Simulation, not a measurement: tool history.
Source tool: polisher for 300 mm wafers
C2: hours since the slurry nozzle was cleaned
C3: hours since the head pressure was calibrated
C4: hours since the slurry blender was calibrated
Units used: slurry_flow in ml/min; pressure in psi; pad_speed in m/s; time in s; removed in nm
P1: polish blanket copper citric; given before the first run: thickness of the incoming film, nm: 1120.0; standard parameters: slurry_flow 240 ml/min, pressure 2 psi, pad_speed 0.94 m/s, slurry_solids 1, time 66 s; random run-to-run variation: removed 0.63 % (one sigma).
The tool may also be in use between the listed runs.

run 1 hour=3 | slurry_flow=240 pressure=2 pad_speed=0.94 slurry_solids=1 time=66 | wafers_polished_on_this_pad=184 C2=315.4 C3=306.4 C4=307 | removed=107.41
run 2 hour=8.3 | slurry_flow=370 pressure=2 pad_speed=0.94 slurry_solids=1 time=66 | wafers_polished_on_this_pad=228 C2=320.7 C3=311.7 C4=312.3 | removed=113.68
run 3 hour=14 | slurry_flow=375 pressure=2 pad_speed=0.94 slurry_solids=0.55 time=66 | wafers_polished_on_this_pad=276 C2=326.4 C3=317.4 C4=318 | removed=99.424
run 4 hour=18.9 | slurry_flow=240 pressure=2 pad_speed=0.94 slurry_solids=1 time=66 | wafers_polished_on_this_pad=318 C2=331.3 C3=322.3 C4=322.9 | removed=107.85
run 5 hour=23.4 | slurry_flow=240 pressure=2 pad_speed=0.94 slurry_solids=1 time=66 | wafers_polished_on_this_pad=355 C2=335.8 C3=326.8 C4=327.4 | removed=107.67
run 6 hour=26 | slurry_flow=240 pressure=2 pad_speed=0.94 slurry_solids=1 time=66 | wafers_polished_on_this_pad=377 C2=338.4 C3=329.4 C4=330 | removed=108.83
run 7 hour=31.5 | slurry_flow=145 pressure=2 pad_speed=0.94 slurry_solids=1 time=66 | wafers_polished_on_this_pad=423 C2=343.9 C3=334.9 C4=335.5 | removed=100.2
run 8 hour=35.4 | slurry_flow=240 pressure=2.8 pad_speed=0.94 slurry_solids=1.2 time=66 | wafers_polished_on_this_pad=456 C2=347.8 C3=338.8 C4=339.4 | removed=155.23
run 9 hour=39.3 | slurry_flow=240 pressure=2 pad_speed=0.94 slurry_solids=1 time=104 | wafers_polished_on_this_pad=489 C2=351.7 C3=342.7 C4=343.3 | removed=168.86
run 10 hour=41.9 | slurry_flow=240 pressure=2 pad_speed=1.44 slurry_solids=1 time=66 | wafers_polished_on_this_pad=511 C2=354.3 C3=345.3 C4=345.9 | removed=165.16
run 11 hour=47.2 | slurry_flow=240 pressure=2 pad_speed=0.94 slurry_solids=1 time=66 | wafers_polished_on_this_pad=555 C2=359.6 C3=350.6 C4=351.2 | removed=109.92
run 12 hour=51.4 | slurry_flow=240 pressure=2 pad_speed=0.94 slurry_solids=1 time=30 | wafers_polished_on_this_pad=591 C2=363.8 C3=354.8 C4=355.4 | removed=49.421
run 13 hour=57 | slurry_flow=240 pressure=1 pad_speed=0.94 slurry_solids=1 time=66 | wafers_polished_on_this_pad=638 C2=369.4 C3=360.4 C4=361 | removed=56.146
run 14 hour=60.5 | slurry_flow=240 pressure=3.1 pad_speed=0.94 slurry_solids=1 time=66 | wafers_polished_on_this_pad=667 C2=372.9 C3=363.9 C4=364.5 | removed=166.53
run 15 hour=65 | slurry_flow=240 pressure=2 pad_speed=0.94 slurry_solids=1.2 time=66 | wafers_polished_on_this_pad=705 C2=377.4 C3=368.4 C4=369 | removed=112.23
run 16 hour=68.4 | slurry_flow=240 pressure=2 pad_speed=0.94 slurry_solids=0.5 time=66 | wafers_polished_on_this_pad=734 C2=380.8 C3=371.8 C4=372.4 | removed=94.15
run 17 hour=71.8 | slurry_flow=240 pressure=2 pad_speed=0.7 slurry_solids=1 time=66 | wafers_polished_on_this_pad=762 C2=384.2 C3=375.2 C4=375.8 | removed=82.073
run 18 hour=76.4 | slurry_flow=240 pressure=2 pad_speed=0.94 slurry_solids=1 time=66 | wafers_polished_on_this_pad=801 C2=388.8 C3=379.8 C4=380.4 | removed=109.38
run 19 hour=78.9 | slurry_flow=240 pressure=2 pad_speed=0.94 slurry_solids=1 time=66 | wafers_polished_on_this_pad=822 C2=391.3 C3=382.3 C4=382.9 | removed=107.94
run 20 hour=81.9 | slurry_flow=240 pressure=2 pad_speed=0.94 slurry_solids=1 time=66 | wafers_polished_on_this_pad=847 C2=394.3 C3=385.3 C4=385.9 | removed=104.98
run 21 hour=87.3 | slurry_flow=240 pressure=2 pad_speed=0.94 slurry_solids=1 time=66 | wafers_polished_on_this_pad=892 C2=399.7 C3=390.7 C4=391.3 | removed=103.35
run 22 hour=90.2 | slurry_flow=240 pressure=2 pad_speed=0.94 slurry_solids=1 time=66 | wafers_polished_on_this_pad=917 C2=402.6 C3=393.6 C4=394.2 | removed=102.25
-- hour=93.8 slurry blender recalibrated
run 23 hour=94.1 | slurry_flow=240 pressure=2 pad_speed=0.94 slurry_solids=1 time=66 | wafers_polished_on_this_pad=950 C2=406.5 C3=397.5 C4=0.4 | removed=102.59
run 24 hour=97.5 | slurry_flow=240 pressure=2 pad_speed=0.94 slurry_solids=1 time=66 | wafers_polished_on_this_pad=978 C2=409.9 C3=400.9 C4=3.8 | removed=101.76
-- hour=97.6 head pressure recalibrated
run 25 hour=102.5 | slurry_flow=240 pressure=2 pad_speed=0.94 slurry_solids=1 time=66 | wafers_polished_on_this_pad=1020 C2=414.9 C3=4.9 C4=8.8 | removed=100.53
run 26 hour=106.2 | slurry_flow=240 pressure=2 pad_speed=0.94 slurry_solids=1 time=66 | wafers_polished_on_this_pad=1051 C2=418.6 C3=8.6 C4=12.5 | removed=100.41
run 27 hour=111.7 | slurry_flow=240 pressure=2 pad_speed=0.94 slurry_solids=1 time=66 | wafers_polished_on_this_pad=1098 C2=424.1 C3=14.1 C4=18 | removed=99.815

The output of P1 has drifted from where it used to be. Each of the 2 causes below, taken at the size shown beside it, accounts for the log equally well:
A: slurry flow missing at the pad, % = 39.5
B: removal rate lost through wear of the pad, % = 6.94
The process output started creeping at around hour 76.4.
What rules out each remaining cause:
head's pressure below its setpoint, %: was serviced at hour 97.6, once the creep was under way, yet the earlier output never came back
abrasive missing from the slurry, %: was serviced at hour 93.8, once the creep was under way, yet the earlier output never came back

The 4 check runs listed below each average the results of 3 wafers, and their outcomes are marked with question marks. Under which run would the listed causes produce clearly different results?
run check 1 hour=117.2 | slurry_flow=240 pressure=2 pad_speed=1.22 slurry_solids=1 time=103 | removed=?
run check 2 hour=117.2 | slurry_flow=165 pressure=2 pad_speed=0.94 slurry_solids=0.55 time=66 | removed=?
run check 3 hour=117.2 | slurry_flow=240 pressure=1 pad_speed=1.26 slurry_solids=1 time=66 | removed=?
run check 4 hour=117.2 | slurry_flow=240 pressure=3.1 pad_speed=0.94 slurry_solids=1 time=94 | removed=?

Predicted outcomes, by check and by cause:
check=check_1 result=removed if_A=202.86 if_B=202.89
check=check_2 result=removed if_A=82.42 if_B=84.918
check=check_3 result=removed if_A=68.973 if_B=68.983
check=check_4 result=removed if_A=220.04 if_B=220.07
Distance between the nearest two causes, measured in the result of the check that separates them most: check 1 0.02 %; check 2 2.99 %; check 3 0.02 %; check 4 0.02 %
The other checks would show nearly matching results whichever cause is true, so check 2 is the only one that separates the causes.

Then check 2 was run and gave: removed 85.381 nm. Which cause is it?

Of the candidate causes, it is B: removal rate lost through wear of the pad, %.
